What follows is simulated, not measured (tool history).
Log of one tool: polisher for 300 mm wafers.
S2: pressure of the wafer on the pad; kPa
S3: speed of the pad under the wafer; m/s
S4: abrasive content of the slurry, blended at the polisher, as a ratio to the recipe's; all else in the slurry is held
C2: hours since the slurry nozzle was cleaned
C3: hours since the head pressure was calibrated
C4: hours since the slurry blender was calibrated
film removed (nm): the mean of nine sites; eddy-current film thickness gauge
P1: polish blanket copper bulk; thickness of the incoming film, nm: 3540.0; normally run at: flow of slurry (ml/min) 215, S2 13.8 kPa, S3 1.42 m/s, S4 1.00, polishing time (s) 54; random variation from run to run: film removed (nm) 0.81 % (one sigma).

run 1 hour=8.6 | flow_of_slurry_(ml/min)=215 S2=13.8 S3=1.42 S4=1.00 polishing_time_(s)=54 | wafers_polished_on_this_pad=1039 C2=122.0 C3=713.4 C4=86.2 | film_removed_(nm)=569.81
run 2 hour=15.0 | flow_of_slurry_(ml/min)=215 S2=13.8 S3=0.82 S4=1.00 polishing_time_(s)=25 | wafers_polished_on_this_pad=1087 C2=128.4 C3=719.8 C4=92.6 | film_removed_(nm)=150.37
run 3 hour=19.7 | flow_of_slurry_(ml/min)=215 S2=13.8 S3=1.42 S4=1.00 polishing_time_(s)=54 | wafers_polished_on_this_pad=1121 C2=133.1 C3=724.5 C4=97.3 | film_removed_(nm)=566.08
run 4 hour=28.5 | flow_of_slurry_(ml/min)=215 S2=13.8 S3=1.42 S4=1.00 polishing_time_(s)=54 | wafers_polished_on_this_pad=1186 C2=141.9 C3=733.3 C4=106.1 | film_removed_(nm)=564.81
run 5 hour=33.2 | flow_of_slurry_(ml/min)=215 S2=13.8 S3=1.42 S4=0.50 polishing_time_(s)=54 | wafers_polished_on_this_pad=1221 C2=146.6 C3=738.0 C4=110.8 | film_removed_(nm)=491.60
run 6 hour=39.8 | flow_of_slurry_(ml/min)=215 S2=20.7 S3=1.42 S4=1.00 polishing_time_(s)=54 | wafers_polished_on_this_pad=1270 C2=153.2 C3=744.6 C4=117.4 | film_removed_(nm)=838.78
run 7 hour=46.3 | flow_of_slurry_(ml/min)=215 S2=13.8 S3=1.42 S4=1.00 polishing_time_(s)=76 | wafers_polished_on_this_pad=1318 C2=159.7 C3=751.1 C4=123.9 | film_removed_(nm)=794.91
run 8 hour=51.0 | flow_of_slurry_(ml/min)=215 S2=13.8 S3=1.42 S4=1.00 polishing_time_(s)=39 | wafers_polished_on_this_pad=1352 C2=164.4 C3=755.8 C4=128.6 | film_removed_(nm)=410.55
run 9 hour=58.0 | flow_of_slurry_(ml/min)=215 S2=13.8 S3=1.42 S4=1.35 polishing_time_(s)=54 | wafers_polished_on_this_pad=1404 C2=171.4 C3=762.8 C4=135.6 | film_removed_(nm)=601.69
run 10 hour=67.3 | flow_of_slurry_(ml/min)=215 S2=13.8 S3=1.42 S4=1.00 polishing_time_(s)=54 | wafers_polished_on_this_pad=1473 C2=180.7 C3=772.1 C4=144.9 | film_removed_(nm)=565.50
run 11 hour=75.1 | flow_of_slurry_(ml/min)=215 S2=13.8 S3=0.92 S4=0.60 polishing_time_(s)=54 | wafers_polished_on_this_pad=1530 C2=188.5 C3=779.9 C4=152.7 | film_removed_(nm)=329.11
run 12 hour=82.5 | flow_of_slurry_(ml/min)=215 S2=8.3 S3=1.42 S4=1.00 polishing_time_(s)=54 | wafers_polished_on_this_pad=1585 C2=195.9 C3=787.3 C4=160.1 | film_removed_(nm)=335.02
run 13 hour=92.3 | flow_of_slurry_(ml/min)=215 S2=13.8 S3=2.00 S4=0.70 polishing_time_(s)=54 | wafers_polished_on_this_pad=1657 C2=205.7 C3=797.1 C4=169.9 | film_removed_(nm)=742.65
run 14 hour=99.9 | flow_of_slurry_(ml/min)=215 S2=13.8 S3=2.26 S4=1.00 polishing_time_(s)=54 | wafers_polished_on_this_pad=1713 C2=213.3 C3=804.7 C4=177.5 | film_removed_(nm)=899.18
run 15 hour=108.3 | flow_of_slurry_(ml/min)=130 S2=13.8 S3=1.42 S4=1.00 polishing_time_(s)=54 | wafers_polished_on_this_pad=1775 C2=221.7 C3=813.1 C4=185.9 | film_removed_(nm)=524.56
run 16 hour=115.2 | flow_of_slurry_(ml/min)=215 S2=13.8 S3=1.42 S4=1.00 polishing_time_(s)=54 | wafers_polished_on_this_pad=1826 C2=228.6 C3=820.0 C4=192.8 | film_removed_(nm)=563.65
run 17 hour=121.6 | flow_of_slurry_(ml/min)=215 S2=13.8 S3=0.64 S4=1.00 polishing_time_(s)=54 | wafers_polished_on_this_pad=1873 C2=235.0 C3=826.4 C4=199.2 | film_removed_(nm)=250.83
run 18 hour=127.5 | flow_of_slurry_(ml/min)=215 S2=13.8 S3=1.42 S4=1.00 polishing_time_(s)=54 | wafers_polished_on_this_pad=1917 C2=240.9 C3=832.3 C4=205.1 | film_removed_(nm)=565.31
-- hour=129.5 slurry nozzle cleaned
run 19 hour=134.2 | flow_of_slurry_(ml/min)=325 S2=13.8 S3=1.42 S4=1.00 polishing_time_(s)=54 | wafers_polished_on_this_pad=1966 C2=4.8 C3=839.0 C4=211.8 | film_removed_(nm)=591.42
run 20 hour=144.1 | flow_of_slurry_(ml/min)=215 S2=13.8 S3=1.42 S4=1.00 polishing_time_(s)=54 | wafers_polished_on_this_pad=2039 C2=14.7 C3=848.9 C4=221.7 | film_removed_(nm)=559.77
run 21 hour=151.8 | flow_of_slurry_(ml/min)=215 S2=13.8 S3=1.42 S4=1.00 polishing_time_(s)=54 | wafers_polished_on_this_pad=2096 C2=22.4 C3=856.6 C4=229.4 | film_removed_(nm)=543.71
run 22 hour=160.4 | flow_of_slurry_(ml/min)=215 S2=13.8 S3=1.42 S4=1.00 polishing_time_(s)=54 | wafers_polished_on_this_pad=2160 C2=31.0 C3=865.2 C4=238.0 | film_removed_(nm)=544.12
run 23 hour=165.5 | flow_of_slurry_(ml/min)=215 S2=13.8 S3=1.42 S4=1.00 polishing_time_(s)=54 | wafers_polished_on_this_pad=2197 C2=36.1 C3=870.3 C4=243.1 | film_removed_(nm)=547.62
run 24 hour=170.8 | flow_of_slurry_(ml/min)=215 S2=13.8 S3=1.42 S4=1.00 polishing_time_(s)=54 | wafers_polished_on_this_pad=2236 C2=41.4 C3=875.6 C4=248.4 | film_removed_(nm)=535.79
run 25 hour=177.4 | flow_of_slurry_(ml/min)=215 S2=13.8 S3=1.42 S4=1.00 polishing_time_(s)=54 | wafers_polished_on_this_pad=2285 C2=48.0 C3=882.2 C4=255.0 | film_removed_(nm)=532.83
run 26 hour=183.2 | flow_of_slurry_(ml/min)=215 S2=13.8 S3=1.42 S4=1.00 polishing_time_(s)=54 | wafers_polished_on_this_pad=2328 C2=53.8 C3=888.0 C4=260.8 | film_removed_(nm)=533.25
-- hour=187.6 head pressure recalibrated
-- hour=188.1 slurry blender recalibrated
run 27 hour=191.2 | flow_of_slurry_(ml/min)=215 S2=13.8 S3=1.42 S4=1.00 polishing_time_(s)=54 | wafers_polished_on_this_pad=2387 C2=61.8 C3=3.6 C4=3.2 | film_removed_(nm)=532.66
run 28 hour=197.0 | flow_of_slurry_(ml/min)=215 S2=13.8 S3=1.42 S4=1.00 polishing_time_(s)=54 | wafers_polished_on_this_pad=2430 C2=67.6 C3=9.4 C4=9.0 | film_removed_(nm)=524.61
run 29 hour=205.3 | flow_of_slurry_(ml/min)=215 S2=13.8 S3=1.42 S4=1.00 polishing_time_(s)=54 | wafers_polished_on_this_pad=2491 C2=75.9 C3=17.7 C4=17.3 | film_removed_(nm)=535.12

What P1 gives has crept away from where it was. These 2 causes fit the log equally well, each at the size given:
A: slurry flow missing at the pad, % = 37.6
B: removal rate lost through wear of the pad, % = 7.01
The creep began at about hour 144.1.
Why every other cause is out:
head's pressure below its setpoint, %: serviced at hour 187.6, which brought nothing back
abrasive missing from the slurry, %: serviced at hour 188.1, which brought nothing back

4 check runs are offered, each on 2 wafers whose results are averaged, their results left as question marks. Which one tells the causes apart?
run check 1 hour=213.6 | flow_of_slurry_(ml/min)=215 S2=9.7 S3=1.42 S4=0.55 polishing_time_(s)=54 | film_removed_(nm)=?
run check 2 hour=213.6 | flow_of_slurry_(ml/min)=215 S2=13.8 S3=1.88 S4=0.55 polishing_time_(s)=54 | film_removed_(nm)=?
run check 3 hour=213.6 | flow_of_slurry_(ml/min)=215 S2=13.8 S3=1.42 S4=0.65 polishing_time_(s)=54 | film_removed_(nm)=?
run check 4 hour=213.6 | flow_of_slurry_(ml/min)=130 S2=13.8 S3=1.42 S4=0.70 polishing_time_(s)=54 | film_removed_(nm)=?

What each check would give under each cause:
check=check_1 result=film_removed_(nm) if_A=325.60 if_B=325.63
check=check_2 result=film_removed_(nm) if_A=615.82 if_B=615.87
check=check_3 result=film_removed_(nm) if_A=481.02 if_B=481.06
check=check_4 result=film_removed_(nm) if_A=432.67 if_B=451.36
How far apart the two closest causes lie, in the result that separates them most: check 1 0.01 %; check 2 0.01 %; check 3 0.01 %; check 4 4.23 %
Only check 4 tells the causes apart: in the others they would give nearly the same result.

Check 4 was then run and gave: film removed (nm) 431.36. Which cause is it?

It is A: slurry flow missing at the pad, %.

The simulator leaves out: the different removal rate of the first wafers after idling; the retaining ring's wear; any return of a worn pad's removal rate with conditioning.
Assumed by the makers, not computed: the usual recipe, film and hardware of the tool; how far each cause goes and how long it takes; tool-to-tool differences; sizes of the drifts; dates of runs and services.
